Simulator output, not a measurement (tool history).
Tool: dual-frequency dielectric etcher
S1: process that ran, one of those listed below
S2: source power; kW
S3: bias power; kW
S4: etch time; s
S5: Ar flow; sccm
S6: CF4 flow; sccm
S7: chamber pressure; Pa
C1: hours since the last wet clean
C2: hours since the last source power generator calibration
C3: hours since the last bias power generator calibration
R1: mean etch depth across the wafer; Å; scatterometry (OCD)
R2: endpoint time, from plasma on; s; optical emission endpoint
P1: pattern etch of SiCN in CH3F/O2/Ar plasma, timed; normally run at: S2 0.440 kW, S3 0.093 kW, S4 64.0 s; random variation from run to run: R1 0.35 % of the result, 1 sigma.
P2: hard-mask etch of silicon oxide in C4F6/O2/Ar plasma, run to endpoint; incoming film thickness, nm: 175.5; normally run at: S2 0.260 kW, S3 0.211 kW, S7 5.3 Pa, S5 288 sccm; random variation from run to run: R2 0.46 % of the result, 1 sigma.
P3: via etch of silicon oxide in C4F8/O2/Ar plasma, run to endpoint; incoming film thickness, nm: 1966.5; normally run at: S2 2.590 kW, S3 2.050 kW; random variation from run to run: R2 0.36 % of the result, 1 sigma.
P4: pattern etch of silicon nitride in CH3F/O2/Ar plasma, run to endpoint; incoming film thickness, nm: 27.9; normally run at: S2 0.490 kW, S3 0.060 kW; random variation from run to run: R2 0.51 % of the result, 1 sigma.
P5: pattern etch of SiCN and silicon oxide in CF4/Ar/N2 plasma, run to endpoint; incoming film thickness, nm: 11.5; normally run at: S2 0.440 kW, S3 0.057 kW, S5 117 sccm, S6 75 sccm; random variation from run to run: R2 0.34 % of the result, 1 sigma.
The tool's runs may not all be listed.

run   hour  S1     S2     S3    S4   S5  S6   S7     C1      C2     C3      R1       R2
  1    6.0  P1  0.440  0.093  64.0                124.9  2648.7  610.0  285.40
  2   14.1  P3  3.250  2.050                      133.0  2656.8  618.1          317.270
  3   22.4  P3  2.590  2.050                      141.3  2665.1  626.4          349.670
  4   28.5  P5  0.440  0.069        117  75       147.4  2671.2  632.5           13.940
  5   35.0  P2  0.330  0.211        288      5.3  153.9  2677.7  639.0           58.855
  6   43.1  P1  0.440  0.093  35.0                162.0  2685.8  647.1  156.87
  7   55.2  P2  0.260  0.211        288      5.3  174.1  2697.9  659.2           64.619
  8   61.0  P4  0.490  0.060                      179.9  2703.7  665.0           40.254
  9   73.7  P2  0.260  0.211        288      7.2  192.6  2716.4  677.7           67.055
 10   84.1  P1  0.330  0.129  64.0                203.0  2726.8  688.1  290.69
 11   92.2  P1  0.440  0.093  90.0                211.1  2734.9  696.2  400.65
 12   99.9  P1  0.440  0.093  64.0                218.8  2742.6  703.9  284.15
 13  110.9  P1  0.440  0.122  49.5                229.8  2753.6  714.9  244.46
 14  119.8  P2  0.260  0.161        288      5.3  238.7  2762.5  723.8           71.115
 15  131.0  P3  2.590  2.603                      249.9  2773.7  735.0          326.700
 16  143.9  P1  0.320  0.093  64.0                262.8  2786.6  747.9  253.75
 17  150.9  P1  0.610  0.093  77.5                269.8  2793.6  754.9  389.66
     160.8  -- source power generator calibrated
 18  163.6  P4  0.490  0.046                      282.5     2.9  767.6           43.412
 19  173.6  P2  0.260  0.211        377      5.3  292.5    12.9  777.6           66.940
 20  179.6  P5  0.440  0.057        117  56       298.5    18.9  783.6           15.577
 21  191.1  P4  0.320  0.060                      310.0    30.4  795.1           47.450
 22  201.4  P1  0.440  0.125  64.0                320.3    40.7  805.4  320.27
 23  209.7  P1  0.570  0.093  64.0                328.6    49.0  813.7  311.69
 24  219.5  P1  0.440  0.093  64.0                338.4    58.8  823.5  286.41
 25  225.4  P1  0.440  0.074  64.0                344.3    64.7  829.4  263.24
 26  232.5  P5  0.590  0.057        117  75       351.4    71.8  836.5           11.411
 27  243.3  P5  0.440  0.057        117  75       362.2    82.6  847.3           14.873
 28  252.8  P1  0.440  0.093  64.0                371.7    92.1  856.8  285.13

The next listed run, before its measurement:
 29  259.5  P5  0.440  0.057      80  75      378.4  98.8  863.5       ?

R2: 13.981 s
